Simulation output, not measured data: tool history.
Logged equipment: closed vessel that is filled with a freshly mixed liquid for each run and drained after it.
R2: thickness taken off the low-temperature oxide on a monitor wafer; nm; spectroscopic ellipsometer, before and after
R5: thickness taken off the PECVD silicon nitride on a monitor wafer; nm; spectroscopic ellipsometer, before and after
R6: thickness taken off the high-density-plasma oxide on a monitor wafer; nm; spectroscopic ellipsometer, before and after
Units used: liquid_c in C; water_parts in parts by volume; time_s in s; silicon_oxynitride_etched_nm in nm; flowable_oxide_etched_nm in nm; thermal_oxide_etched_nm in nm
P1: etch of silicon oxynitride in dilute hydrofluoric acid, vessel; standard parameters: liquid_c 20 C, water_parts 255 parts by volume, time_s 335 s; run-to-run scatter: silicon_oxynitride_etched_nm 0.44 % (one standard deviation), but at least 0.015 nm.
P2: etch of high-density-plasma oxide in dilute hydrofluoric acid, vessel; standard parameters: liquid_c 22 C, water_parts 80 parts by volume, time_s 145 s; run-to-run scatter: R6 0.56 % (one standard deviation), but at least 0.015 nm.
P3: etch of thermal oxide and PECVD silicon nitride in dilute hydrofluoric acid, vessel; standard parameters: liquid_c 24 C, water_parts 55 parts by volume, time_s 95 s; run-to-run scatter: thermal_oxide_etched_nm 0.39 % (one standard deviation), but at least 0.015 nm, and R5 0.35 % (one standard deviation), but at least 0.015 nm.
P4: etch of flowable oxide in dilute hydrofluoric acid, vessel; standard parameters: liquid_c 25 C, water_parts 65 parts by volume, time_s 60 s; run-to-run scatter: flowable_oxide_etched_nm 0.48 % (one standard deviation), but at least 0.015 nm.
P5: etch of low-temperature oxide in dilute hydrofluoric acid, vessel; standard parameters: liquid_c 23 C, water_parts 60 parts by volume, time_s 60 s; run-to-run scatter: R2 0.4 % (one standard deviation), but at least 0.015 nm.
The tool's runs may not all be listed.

Run 1, hour 4.2: process P1, liquid_c 20 C, water_parts 255 parts by volume, time_s 335 s. Result: silicon_oxynitride_etched_nm 4.7482 nm.
Run 2, hour 8.7: process P5, liquid_c 23 C, water_parts 60 parts by volume, time_s 60 s. Result: R2 23.923 nm.
Run 3, hour 11: process P5, liquid_c 23 C, water_parts 60 parts by volume, time_s 30 s. Result: R2 12.052 nm.
Run 4, hour 13.9: process P1, liquid_c 20 C, water_parts 255 parts by volume, time_s 335 s. Result: silicon_oxynitride_etched_nm 4.684 nm.
Run 5, hour 17.5: process P5, liquid_c 23 C, water_parts 60 parts by volume, time_s 60 s. Result: R2 24.089 nm.
Run 6, hour 21.3: process P4, liquid_c 25 C, water_parts 65 parts by volume, time_s 100 s. Result: flowable_oxide_etched_nm 46.39 nm.
Run 7, hour 24.2: process P3, liquid_c 24 C, water_parts 55 parts by volume, time_s 95 s. Result: thermal_oxide_etched_nm 8.7055 nm, R5 6.5923 nm.
Run 8, hour 28.8: process P5, liquid_c 27 C, water_parts 60 parts by volume, time_s 60 s. Result: R2 28.398 nm.
Run 9, hour 33.4: process P1, liquid_c 24 C, water_parts 255 parts by volume, time_s 335 s. Result: silicon_oxynitride_etched_nm 5.6056 nm.
Run 10, hour 36.1: process P4, liquid_c 25 C, water_parts 100 parts by volume, time_s 60 s. Result: flowable_oxide_etched_nm 17.187 nm.
Run 11, hour 39.5: process P4, liquid_c 25 C, water_parts 65 parts by volume, time_s 60 s. Result: flowable_oxide_etched_nm 27.835 nm.
Run 12, hour 43.2: process P1, liquid_c 20 C, water_parts 255 parts by volume, time_s 510 s. Result: silicon_oxynitride_etched_nm 7.2249 nm.
Run 13, hour 46.3: process P1, liquid_c 20 C, water_parts 255 parts by volume, time_s 335 s. Result: silicon_oxynitride_etched_nm 4.769 nm.
Run 14, hour 49.9: process P3, liquid_c 20 C, water_parts 55 parts by volume, time_s 95 s. Result: thermal_oxide_etched_nm 7.36 nm, R5 4.9628 nm.
Run 15, hour 54.5: process P2, liquid_c 22 C, water_parts 80 parts by volume, time_s 145 s. Result: R6 13.025 nm.
Run 16, hour 58.5: process P1, liquid_c 20 C, water_parts 255 parts by volume, time_s 335 s. Result: silicon_oxynitride_etched_nm 4.7546 nm.
Run 17, hour 61.1: process P1, liquid_c 20 C, water_parts 360 parts by volume, time_s 35 s. Result: silicon_oxynitride_etched_nm 0.31551 nm.
Run 18, hour 65.8: process P1, liquid_c 17 C, water_parts 255 parts by volume, time_s 335 s. Result: silicon_oxynitride_etched_nm 4.1285 nm.
Run 19, hour 68.7: process P1, liquid_c 20 C, water_parts 255 parts by volume, time_s 335 s. Result: silicon_oxynitride_etched_nm 4.7182 nm.
Run 20, hour 71.4: process P1, liquid_c 20 C, water_parts 460 parts by volume, time_s 335 s. Result: silicon_oxynitride_etched_nm 2.3126 nm.
Run 21, hour 74.1: process P1, liquid_c 20 C, water_parts 255 parts by volume, time_s 335 s. Result: silicon_oxynitride_etched_nm 4.7393 nm.
Run 22, hour 77.2: process P1, liquid_c 20 C, water_parts 360 parts by volume, time_s 580 s. Result: silicon_oxynitride_etched_nm 5.4796 nm.
Run 23, hour 81.2: process P2, liquid_c 22 C, water_parts 80 parts by volume, time_s 145 s. Result: R6 13.26 nm.
Run 24, hour 85.2: process P1, liquid_c 20 C, water_parts 65 parts by volume, time_s 335 s. Result: silicon_oxynitride_etched_nm 21.224 nm.
Run 25, hour 87.7: process P3, liquid_c 24 C, water_parts 55 parts by volume, time_s 50 s. Result: thermal_oxide_etched_nm 4.5305 nm, R5 3.4442 nm.
Run 26, hour 91: process P5, liquid_c 23 C, water_parts 90 parts by volume, time_s 60 s. Result: R2 15.407 nm.
Run 27, hour 94.2: process P4, liquid_c 20.5 C, water_parts 65 parts by volume, time_s 60 s. Result: flowable_oxide_etched_nm 23.237 nm.
Run 28, hour 97.3: process P3, liquid_c 24 C, water_parts 20 parts by volume, time_s 95 s. Result: thermal_oxide_etched_nm 25.022 nm, R5 17.387 nm.
Run 29, hour 99.8: process P2, liquid_c 22 C, water_parts 80 parts by volume, time_s 220 s. Result: R6 19.911 nm.
Run 30, hour 103: process P2, liquid_c 22 C, water_parts 20 parts by volume, time_s 145 s. Result: R6 56.78 nm.
Run 31, hour 106.8: process P3, liquid_c 24 C, water_parts 55 parts by volume, time_s 95 s. Result: thermal_oxide_etched_nm 8.6757 nm, R5 6.477 nm.

The next listed run, before its measurement:
Run 32, hour 109.4: process P1, liquid_c 20 C, water_parts 255 parts by volume, time_s 335 s. Result: silicon_oxynitride_etched_nm ?.

{"run 32": {"silicon_oxynitride_etched_nm": 4.6712}}
